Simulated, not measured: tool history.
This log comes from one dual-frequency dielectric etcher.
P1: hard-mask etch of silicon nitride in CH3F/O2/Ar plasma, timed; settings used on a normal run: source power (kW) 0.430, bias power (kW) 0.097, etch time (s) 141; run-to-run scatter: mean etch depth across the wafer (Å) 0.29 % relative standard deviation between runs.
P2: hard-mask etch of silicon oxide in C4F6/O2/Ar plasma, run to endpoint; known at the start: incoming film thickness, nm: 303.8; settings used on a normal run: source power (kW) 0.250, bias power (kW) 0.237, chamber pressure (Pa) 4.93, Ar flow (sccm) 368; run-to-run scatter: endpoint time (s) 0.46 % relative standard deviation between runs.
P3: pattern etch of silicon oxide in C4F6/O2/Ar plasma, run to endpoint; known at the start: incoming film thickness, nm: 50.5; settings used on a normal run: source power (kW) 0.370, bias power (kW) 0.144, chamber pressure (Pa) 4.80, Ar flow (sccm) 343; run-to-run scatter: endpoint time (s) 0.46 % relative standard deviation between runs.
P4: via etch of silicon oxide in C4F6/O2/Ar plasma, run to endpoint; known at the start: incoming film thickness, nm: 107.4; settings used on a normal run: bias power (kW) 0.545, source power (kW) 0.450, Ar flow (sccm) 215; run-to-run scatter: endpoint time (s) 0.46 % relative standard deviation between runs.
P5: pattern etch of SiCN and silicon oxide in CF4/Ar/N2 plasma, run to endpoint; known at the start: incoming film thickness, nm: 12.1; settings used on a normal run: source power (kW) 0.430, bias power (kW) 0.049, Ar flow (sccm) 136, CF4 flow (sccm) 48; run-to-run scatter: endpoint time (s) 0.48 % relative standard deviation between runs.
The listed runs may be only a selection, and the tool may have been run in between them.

run	hour	process that ran	source power (kW)	bias power (kW)	etch time (s)	Ar flow (sccm)	CF4 flow (sccm)	chamber pressure (Pa)	hours since the last wet clean	hours since the last source power generator calibration	hours since the last bias power generator calibration	mean etch depth across the wafer (Å)	endpoint time (s)
1	6.9	P1	0.430	0.097	141				57.1	721.7	1033.7	1148.60	
2	15.6	P1	0.430	0.078	141				65.8	730.4	1042.4	1060.70	
3	27.5	P5	0.430	0.049		136	67		77.7	742.3	1054.3		17.370
4	33.9	P1	0.430	0.097	81				84.1	748.7	1060.7	659.12	
5	40.4	P4	0.450	0.769		215			90.6	755.2	1067.2		18.572
6	50.9	P1	0.430	0.097	141				101.1	765.7	1077.7	1148.30	
7	62.7	P1	0.320	0.135	141				112.9	777.5	1089.5	1159.90	
# hour 69.1: source power generator calibrated
8	76.3	P1	0.430	0.129	141				126.5	7.2	1103.1	1273.00	
9	82.8	P3	0.280	0.144		343		4.80	133.0	13.7	1109.6		20.387
10	91.9	P3	0.370	0.144		271		4.80	142.1	22.8	1118.7		17.677
11	102.1	P5	0.250	0.049		136	48		152.3	33.0	1128.9		29.853
12	108.9	P4	0.450	0.545		258			159.1	39.8	1135.7		21.546
13	119.2	P2	0.250	0.237		368		4.93	169.4	50.1	1146.0		110.510
14	133.5	P1	0.430	0.097	141				183.7	64.4	1160.3	1146.60	
15	145.4	P5	0.430	0.049		92	48		195.6	76.3	1172.2		17.433
16	154.9	P2	0.190	0.237		368		4.93	205.1	85.8	1181.7		122.430
17	166.3	P4	0.610	0.545		215			216.5	97.2	1193.1		19.088
18	174.4	P5	0.430	0.038		136	48		224.6	105.3	1201.2		20.383
19	184.6	P2	0.250	0.237		248		4.93	234.8	115.5	1211.4		105.520
20	193.7	P3	0.370	0.144		343		5.80	243.9	124.6	1220.5		18.688
21	205.5	P3	0.370	0.144		343		4.80	255.7	136.4	1232.3		18.213
22	214.8	P4	0.450	0.545		215			265.0	145.7	1241.6		21.145
23	222.8	P1	0.430	0.097	183				273.0	153.7	1249.6	1478.00	
24	235.7	P3	0.370	0.204		343		4.80	285.9	166.6	1262.5		16.291
25	243.2	P2	0.250	0.237		368		6.53	293.4	174.1	1270.0		114.260
26	256.0	P4	0.450	0.545		215			306.2	186.9	1282.8		21.259
27	266.9	P1	0.430	0.097	141				317.1	197.8	1293.7	1145.10	
28	278.6	P2	0.250	0.322		368		4.93	328.8	209.5	1305.4		98.332
29	288.9	P2	0.250	0.237		368		4.93	339.1	219.8	1315.7		109.990
30	302.8	P1	0.560	0.097	141				353.0	233.7	1329.6	1260.70	
31	313.6	P1	0.340	0.097	141				363.8	244.5	1340.4	1047.10	
32	323.0	P5	0.430	0.049		136	48		373.2	253.9	1349.8		18.645
33	331.4	P5	0.430	0.049		136	48		381.6	262.3	1358.2		18.532

What does the tool deliver on the next run?
34	339.0	P1	0.430	0.097	141				389.2	269.9	1365.8	?	

mean etch depth across the wafer (Å): 1142.20
